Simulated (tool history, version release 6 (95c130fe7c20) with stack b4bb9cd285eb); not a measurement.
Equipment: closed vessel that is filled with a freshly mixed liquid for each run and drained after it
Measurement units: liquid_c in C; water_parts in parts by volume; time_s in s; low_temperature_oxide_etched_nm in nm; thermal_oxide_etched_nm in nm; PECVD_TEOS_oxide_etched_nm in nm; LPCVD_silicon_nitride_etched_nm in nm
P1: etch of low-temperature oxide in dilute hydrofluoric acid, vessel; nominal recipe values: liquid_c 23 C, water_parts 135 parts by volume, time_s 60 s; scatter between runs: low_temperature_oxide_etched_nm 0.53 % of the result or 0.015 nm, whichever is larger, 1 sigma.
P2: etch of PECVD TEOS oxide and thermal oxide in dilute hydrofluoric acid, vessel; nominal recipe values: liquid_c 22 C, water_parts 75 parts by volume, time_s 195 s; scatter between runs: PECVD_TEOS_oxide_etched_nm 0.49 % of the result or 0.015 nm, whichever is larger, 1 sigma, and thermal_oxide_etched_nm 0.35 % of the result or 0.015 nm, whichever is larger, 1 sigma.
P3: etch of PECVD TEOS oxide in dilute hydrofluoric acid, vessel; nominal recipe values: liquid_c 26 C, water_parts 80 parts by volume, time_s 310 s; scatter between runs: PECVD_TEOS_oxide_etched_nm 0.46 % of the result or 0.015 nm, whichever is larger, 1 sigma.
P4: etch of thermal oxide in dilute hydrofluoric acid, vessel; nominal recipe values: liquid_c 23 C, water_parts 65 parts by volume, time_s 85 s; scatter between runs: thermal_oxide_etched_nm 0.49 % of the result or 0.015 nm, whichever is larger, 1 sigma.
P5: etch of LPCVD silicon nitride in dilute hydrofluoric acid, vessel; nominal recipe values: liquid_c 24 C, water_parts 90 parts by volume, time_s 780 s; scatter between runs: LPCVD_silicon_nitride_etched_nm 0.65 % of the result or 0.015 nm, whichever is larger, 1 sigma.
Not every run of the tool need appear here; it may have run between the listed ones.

run     day  process  liquid_c  water_parts  time_s  hours since the thermometer was replaced  hours since the hydrofluoric acid flow meter was replaced  low_temperature_oxide_etched_nm  thermal_oxide_etched_nm  PECVD_TEOS_oxide_etched_nm  LPCVD_silicon_nitride_etched_nm
  1   0.408       P1        23          135      60                                     863.1                                                     1371.9                           13.739
  2   0.883       P1      30.5          135      60                                     874.5                                                     1383.3                           18.146
  3   1.304       P1        23          135      60                                     884.6                                                     1393.4                           13.719
  4     1.8       P1        23          135      30                                     896.5                                                     1405.3                           6.8329
  5   2.242       P1        23          135      60                                     907.1                                                     1415.9                           13.657
  6   2.679       P1        23          135     100                                     917.6                                                     1426.4                           22.905
  7    3.05       P4        23           65      35                                     926.5                                                     1435.3                                                    2.4369
  8   3.508       P1        23           25      60                                     937.5                                                     1446.3                           84.869
  9   4.104       P2        22           75      30                                     951.8                                                     1460.6                                                     1.808                      5.8797
 10   4.533       P1        18          135      60                                     962.1                                                     1470.9                           11.191
      4.562  -- thermometer replaced
 11   5.121       P3      31.5           80     310                                      13.5                                                       1485                                                                                67.656
 12   5.683       P1        23          135      60                                        27                                                     1498.5                           13.718
 13   6.242       P5        18           90     780                                      40.4                                                     1511.9                                                                                                                 2.6949
 14   6.933       P1        17          225      60                                        57                                                     1528.5                           5.9583
 15   7.583       P5        24           90     780                                      72.6                                                     1544.1                                                                                                                 4.0277
 16   8.188       P1        23          215      35                                      87.1                                                     1558.6                           4.6404
 17   8.642       P4        18           65      85                                        98                                                     1569.5                                                    4.7561
 18   9.308       P2        17           75     195                                       114                                                     1585.5                                                    9.5439                      31.247
 19   9.654       P1        23          235      60                                     122.3                                                     1593.8                           7.0407
 20    10.3       P4        23           65      85                                     137.8                                                     1609.3                                                    5.8833
 21  10.642       P3        26           80     310                                       146                                                     1617.5                                                                                54.848
 22  11.233       P3        26           80     310                                     160.2                                                     1631.7                                                                                54.172
 23  11.892       P2        22           75     195                                       176                                                     1647.5                                                     11.83                      38.745
 24  12.217       P4        23           65      85                                     183.8                                                     1655.3                                                    5.8302
 25  12.562       P3        26           80      60                                     192.1                                                     1663.6                                                                                10.467
 26  13.162       P5        24          145     780                                     206.5                                                       1678                                                                                                                  2.513
 27    13.5       P3        26           25     310                                     214.6                                                     1686.1                                                                                187.47
 28  13.817       P2        22          110     195                                     222.2                                                     1693.7                                                    7.6911                      25.098
 29  14.175       P4        23           90      85                                     230.8                                                     1702.3                                                    4.0613

For run 30, what comes out?
 30  14.812       P5        24           90    1530                                     246.1                                                     1717.6                                                                                                                      ?

LPCVD_silicon_nitride_etched_nm: 7.9108 nm
